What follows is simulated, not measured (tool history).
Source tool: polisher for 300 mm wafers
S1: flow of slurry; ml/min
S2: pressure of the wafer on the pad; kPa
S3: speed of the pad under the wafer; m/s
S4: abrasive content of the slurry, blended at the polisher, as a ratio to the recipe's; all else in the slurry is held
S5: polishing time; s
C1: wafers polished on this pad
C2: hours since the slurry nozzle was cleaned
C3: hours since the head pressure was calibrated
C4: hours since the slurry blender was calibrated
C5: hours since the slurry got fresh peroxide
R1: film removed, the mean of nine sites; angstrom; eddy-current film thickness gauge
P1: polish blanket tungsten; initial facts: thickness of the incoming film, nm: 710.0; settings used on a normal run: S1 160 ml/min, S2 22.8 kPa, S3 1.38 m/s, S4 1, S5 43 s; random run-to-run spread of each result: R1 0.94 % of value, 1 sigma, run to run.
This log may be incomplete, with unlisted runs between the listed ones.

run 1 day=0.242 | S1=160 S2=22.8 S3=1.38 S4=1 S5=43 | C1=875 C2=493.6 C3=331.2 C4=153.9 C5=64.1 | R1=2603.3
run 2 day=0.379 | S1=160 S2=22.8 S3=1.38 S4=1.25 S5=43 | C1=926 C2=496.9 C3=334.5 C4=157.2 C5=67.4 | R1=2752.9
run 3 day=0.583 | S1=160 S2=22.8 S3=1.38 S4=1 S5=43 | C1=1002 C2=501.8 C3=339.4 C4=162.1 C5=72.3 | R1=2611.3
run 4 day=0.804 | S1=160 S2=15.9 S3=1.38 S4=1 S5=43 | C1=1084 C2=507.1 C3=344.7 C4=167.4 C5=77.6 | R1=1853.4
run 5 day=0.983 | S1=160 S2=22.8 S3=1.38 S4=0.5 S5=43 | C1=1151 C2=511.4 C3=349 C4=171.7 C5=81.9 | R1=2240.8
run 6 day=1.2 | S1=160 S2=22.8 S3=2.04 S4=1 S5=43 | C1=1231 C2=516.6 C3=354.2 C4=176.9 C5=87.1 | R1=3971.2
run 7 day=1.367 | S1=160 S2=33.8 S3=1.38 S4=1 S5=58 | C1=1293 C2=520.6 C3=358.2 C4=180.9 C5=91.1 | R1=5303.6
run 8 day=1.592 | S1=95 S2=22.8 S3=1.38 S4=1 S5=43 | C1=1377 C2=526 C3=363.6 C4=186.3 C5=96.5 | R1=2311.9
-- day=1.675 head pressure recalibrated
run 9 day=1.8 | S1=230 S2=22.8 S3=1.38 S4=1.25 S5=43 | C1=1454 C2=531 C3=3 C4=191.3 C5=101.5 | R1=2931.7
run 10 day=2.033 | S1=160 S2=22.8 S3=1.38 S4=1 S5=25 | C1=1541 C2=536.6 C3=8.6 C4=196.9 C5=107.1 | R1=1559.9
run 11 day=2.175 | S1=160 S2=34.5 S3=1.38 S4=1 S5=43 | C1=1593 C2=540 C3=12 C4=200.3 C5=110.5 | R1=3953.8
run 12 day=2.304 | S1=160 S2=35.2 S3=1.72 S4=1 S5=43 | C1=1641 C2=543.1 C3=15.1 C4=203.4 C5=113.6 | R1=5026.1
run 13 day=2.429 | S1=160 S2=22.8 S3=1.38 S4=1 S5=59 | C1=1688 C2=546.1 C3=18.1 C4=206.4 C5=116.6 | R1=3638.9
run 14 day=2.583 | S1=160 S2=22.8 S3=1.38 S4=1 S5=43 | C1=1745 C2=549.8 C3=21.8 C4=210.1 C5=120.3 | R1=2567.5
run 15 day=2.762 | S1=160 S2=22.8 S3=0.62 S4=1 S5=43 | C1=1812 C2=554.1 C3=26.1 C4=214.4 C5=124.6 | R1=1169.8
run 16 day=2.904 | S1=160 S2=22.8 S3=1.38 S4=1 S5=43 | C1=1864 C2=557.5 C3=29.5 C4=217.8 C5=128 | R1=2632
run 17 day=3.025 | S1=210 S2=22.8 S3=1.38 S4=1 S5=43 | C1=1909 C2=560.4 C3=32.4 C4=220.7 C5=130.9 | R1=2761.7
run 18 day=3.212 | S1=160 S2=22.8 S3=1.38 S4=1 S5=43 | C1=1979 C2=564.9 C3=36.9 C4=225.2 C5=135.4 | R1=2620.2
run 19 day=3.338 | S1=160 S2=22.8 S3=1.38 S4=1 S5=43 | C1=2025 C2=567.9 C3=39.9 C4=228.2 C5=138.4 | R1=2592.3
run 20 day=3.533 | S1=160 S2=22.8 S3=1.38 S4=1 S5=43 | C1=2098 C2=572.6 C3=44.6 C4=232.9 C5=143.1 | R1=2492.3
run 21 day=3.742 | S1=160 S2=22.8 S3=1.38 S4=1 S5=43 | C1=2175 C2=577.6 C3=49.6 C4=237.9 C5=148.1 | R1=2509.8
run 22 day=3.925 | S1=160 S2=22.8 S3=1.38 S4=1 S5=43 | C1=2243 C2=582 C3=54 C4=242.3 C5=152.5 | R1=2453.8
run 23 day=4.092 | S1=160 S2=22.8 S3=1.38 S4=1 S5=43 | C1=2305 C2=586 C3=58 C4=246.3 C5=156.5 | R1=2441.9
-- day=4.217 head pressure recalibrated
run 24 day=4.262 | S1=160 S2=22.8 S3=1.38 S4=1 S5=43 | C1=2369 C2=590.1 C3=1.1 C4=250.4 C5=160.6 | R1=2399.1
-- day=4.283 slurry blender recalibrated
run 25 day=4.475 | S1=160 S2=22.8 S3=1.38 S4=1 S5=43 | C1=2448 C2=595.2 C3=6.2 C4=4.6 C5=165.7 | R1=2448.1
run 26 day=4.583 | S1=160 S2=22.8 S3=1.38 S4=1 S5=43 | C1=2488 C2=597.8 C3=8.8 C4=7.2 C5=168.3 | R1=2386.2
-- day=4.679 slurry tank refilled with fresh slurry and peroxide
run 27 day=4.821 | S1=160 S2=22.8 S3=1.38 S4=1 S5=43 | C1=2576 C2=603.5 C3=14.5 C4=12.9 C5=3.4 | R1=2396.3
run 28 day=4.983 | S1=160 S2=22.8 S3=1.38 S4=1 S5=43 | C1=2636 C2=607.4 C3=18.4 C4=16.8 C5=7.3 | R1=2389.6
run 29 day=5.196 | S1=160 S2=22.8 S3=1.38 S4=1 S5=43 | C1=2715 C2=612.5 C3=23.5 C4=21.9 C5=12.4 | R1=2409.6

Something has made what P1 gives creep away from where it was; the 2 causes below, each at its own stated size, fit the log equally well:
A: removal rate lost through wear of the pad, % = 9.3
B: slurry flow missing at the pad, % = 37.9
The drift started at roughly day 3.212.
Excluded causes, each with its reason:
head's pressure below its setpoint, %: serviced after onset, at day 4.217, with no recovery of the prior output
abrasive missing from the slurry, %: serviced after onset, at day 4.283, with no recovery of the prior output
peroxide lost from the slurry, %: serviced after onset, at day 4.679, with no recovery of the prior output

Below are 4 check runs, each averaged over 2 wafers, with their results shown as question marks. Which of them would give clearly different results depending on which cause is behind the drift?
run check 1 day=5.408 | S1=160 S2=22.8 S3=0.7 S4=1 S5=43 | R1=?
run check 2 day=5.408 | S1=100 S2=22.8 S3=1.38 S4=1 S5=43 | R1=?
run check 3 day=5.408 | S1=160 S2=16.5 S3=1.38 S4=0.55 S5=43 | R1=?
run check 4 day=5.408 | S1=160 S2=22.8 S3=1.38 S4=1 S5=58 | R1=?

What every check run would give for each of its results, assuming each possible cause in turn:
check=check_1 result=R1 if_A=1212.1 if_B=1212.3
check=check_2 result=R1 if_A=2171.1 if_B=2066.1
check=check_3 result=R1 if_A=1515 if_B=1515.3
check=check_4 result=R1 if_A=3223 if_B=3223.6
Per-check spread between the two closest causes, in the result where they differ most: check 1 0.02 %; check 2 4.96 %; check 3 0.02 %; check 4 0.02 %
Check 2 tells the causes apart: in the others they would give nearly the same result.

Then check 2 was run and gave: R1 2173.2 angstrom. Which cause is it?

Of the candidate causes, it is A: removal rate lost through wear of the pad, %.
